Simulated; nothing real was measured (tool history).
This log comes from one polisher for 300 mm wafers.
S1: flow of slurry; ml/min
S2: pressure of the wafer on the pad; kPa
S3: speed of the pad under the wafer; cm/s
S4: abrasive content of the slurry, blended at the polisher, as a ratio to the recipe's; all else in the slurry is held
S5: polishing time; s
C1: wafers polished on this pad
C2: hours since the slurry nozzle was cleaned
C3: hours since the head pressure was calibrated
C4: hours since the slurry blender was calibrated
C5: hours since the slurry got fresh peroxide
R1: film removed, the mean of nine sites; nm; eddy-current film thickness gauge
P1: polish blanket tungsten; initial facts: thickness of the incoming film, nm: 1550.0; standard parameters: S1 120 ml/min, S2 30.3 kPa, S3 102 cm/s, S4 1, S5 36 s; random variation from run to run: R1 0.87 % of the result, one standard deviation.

| run | hour | S1 | S2 | S3 | S4 | S5 | C1 | C2 | C3 | C4 | C5 | R1 |
|---|---|---|---|---|---|---|---|---|---|---|---|---|
| 1 | 5.9 | 120 | 30.3 | 102 | 1 | 36 | 822 | 358 | 342.2 | 319.2 | 98.8 | 203.38 |
| 2 | 14.3 | 185 | 30.3 | 102 | 1 | 36 | 917 | 366.4 | 350.6 | 327.6 | 107.2 | 216.17 |
| 3 | 18.6 | 120 | 44.8 | 102 | 1 | 36 | 966 | 370.7 | 354.9 | 331.9 | 111.5 | 297.13 |
| 4 | 28.1 | 120 | 30.3 | 102 | 1 | 36 | 1073 | 380.2 | 364.4 | 341.4 | 121 | 202.83 |
| 5 | 36.2 | 120 | 30.3 | 102 | 1 | 16 | 1165 | 388.3 | 372.5 | 349.5 | 129.1 | 89.964 |
| 6 | 41.9 | 120 | 30.3 | 68 | 1 | 36 | 1230 | 394 | 378.2 | 355.2 | 134.8 | 136.16 |
| 7 | 49.8 | 120 | 30.3 | 102 | 1 | 54 | 1319 | 401.9 | 386.1 | 363.1 | 142.7 | 303.27 |
| 8 | 58.3 | 120 | 30.3 | 102 | 0.55 | 36 | 1415 | 410.4 | 394.6 | 371.6 | 151.2 | 175.47 |
| 9 | 63.9 | 150 | 30.3 | 102 | 1.25 | 36 | 1479 | 416 | 400.2 | 377.2 | 156.8 | 223.67 |
|  | 66.4 | head pressure recalibrated |
| 10 | 73.1 | 90 | 30.3 | 102 | 1 | 36 | 1583 | 425.2 | 6.8 | 386.4 | 166 | 188.95 |
| 11 | 81.5 | 120 | 20.7 | 102 | 1.2 | 36 | 1678 | 433.6 | 15.2 | 394.8 | 174.4 | 146.12 |
| 12 | 85.9 | 120 | 13.8 | 102 | 1 | 36 | 1728 | 438 | 19.6 | 399.2 | 178.8 | 92.531 |
| 13 | 91.5 | 120 | 30.3 | 136 | 1 | 36 | 1791 | 443.6 | 25.2 | 404.8 | 184.4 | 268.02 |
| 14 | 96.9 | 120 | 30.3 | 102 | 1 | 36 | 1852 | 449 | 30.6 | 410.2 | 189.8 | 202.02 |
| 15 | 103.5 | 120 | 30.3 | 102 | 1 | 36 | 1927 | 455.6 | 37.2 | 416.8 | 196.4 | 205.53 |
|  | 106 | slurry nozzle cleaned |
| 16 | 112.6 | 120 | 30.3 | 102 | 1 | 36 | 2030 | 6.6 | 46.3 | 425.9 | 205.5 | 203.28 |
| 17 | 117.4 | 120 | 30.3 | 102 | 1.5 | 36 | 2085 | 11.4 | 51.1 | 430.7 | 210.3 | 222.98 |
| 18 | 125 | 120 | 30.3 | 102 | 1 | 36 | 2171 | 19 | 58.7 | 438.3 | 217.9 | 202.01 |
| 19 | 131.9 | 120 | 30.3 | 102 | 1 | 36 | 2249 | 25.9 | 65.6 | 445.2 | 224.8 | 190.95 |
| 20 | 140.4 | 120 | 30.3 | 102 | 1 | 36 | 2345 | 34.4 | 74.1 | 453.7 | 233.3 | 188.44 |
|  | 142 | slurry blender recalibrated |
|  | 148.7 | head pressure recalibrated |
| 21 | 148.9 | 120 | 30.3 | 102 | 1 | 36 | 2441 | 42.9 | 0.3 | 6.9 | 241.8 | 182.01 |
|  | 154.6 | worn pad replaced by a new one |
| 22 | 157 | 120 | 30.3 | 102 | 1 | 36 | 27 | 51 | 8.4 | 15 | 249.9 | 179.36 |
| 23 | 162 | 120 | 30.3 | 102 | 1 | 36 | 84 | 56 | 13.4 | 20 | 254.9 | 177.96 |
| 24 | 169.3 | 120 | 30.3 | 102 | 1 | 36 | 166 | 63.3 | 20.7 | 27.3 | 262.2 | 178.26 |

P1 has crept away from where it was. The log is fitted equally well by each of these 2 causes, at the sizes shown:
A: peroxide lost from the slurry, % = 28.1
B: slurry flow missing at the pad, % = 39
Creep in the process output first set in at about hour 125.
Each remaining cause and why it is not a fit:
removal rate lost through wear of the pad, %: serviced at hour 154.6, after the change had begun; the process did not return to its earlier output
head's pressure below its setpoint, %: serviced at hour 148.7, after the change had begun; the process did not return to its earlier output
abrasive missing from the slurry, %: serviced at hour 142, after the change had begun; the process did not return to its earlier output

Which of the check runs below tells the causes apart, meaning the causes would give it clearly different results? Each run uses 3 wafers whose results are averaged, and each result is shown as a question mark.
| check 1 | 176.6 | 175 | 30.3 | 102 | 1 | 52 |  |  |  |  |  | ? |
| check 2 | 176.6 | 120 | 15.9 | 102 | 0.55 | 36 |  |  |  |  |  | ? |
| check 3 | 176.6 | 120 | 30.3 | 102 | 1.35 | 17 |  |  |  |  |  | ? |
| check 4 | 176.6 | 120 | 42.7 | 102 | 1.45 | 36 |  |  |  |  |  | ? |

What every check run would give for each of its results, assuming each possible cause in turn:
| check | result | if A | if B |
|---|---|---|---|
| check 1 | R1 | 274.8 | 285.23 |
| check 2 | R1 | 81.041 | 81.025 |
| check 3 | R1 | 90.245 | 90.227 |
| check 4 | R1 | 274.03 | 273.97 |
Gap, in per cent, between the two causes that each check separates least, read from the result that separates them most: check 1 3.73 %; check 2 0.02 %; check 3 0.02 %; check 4 0.02 %
Check 1 is the one run that separates the causes; every other check would come out nearly the same whichever cause is at work.

Check 1 has now been run. It gave: R1 284.33 nm. Which of the candidate causes is it?

B is the cause: slurry flow missing at the pad, %.
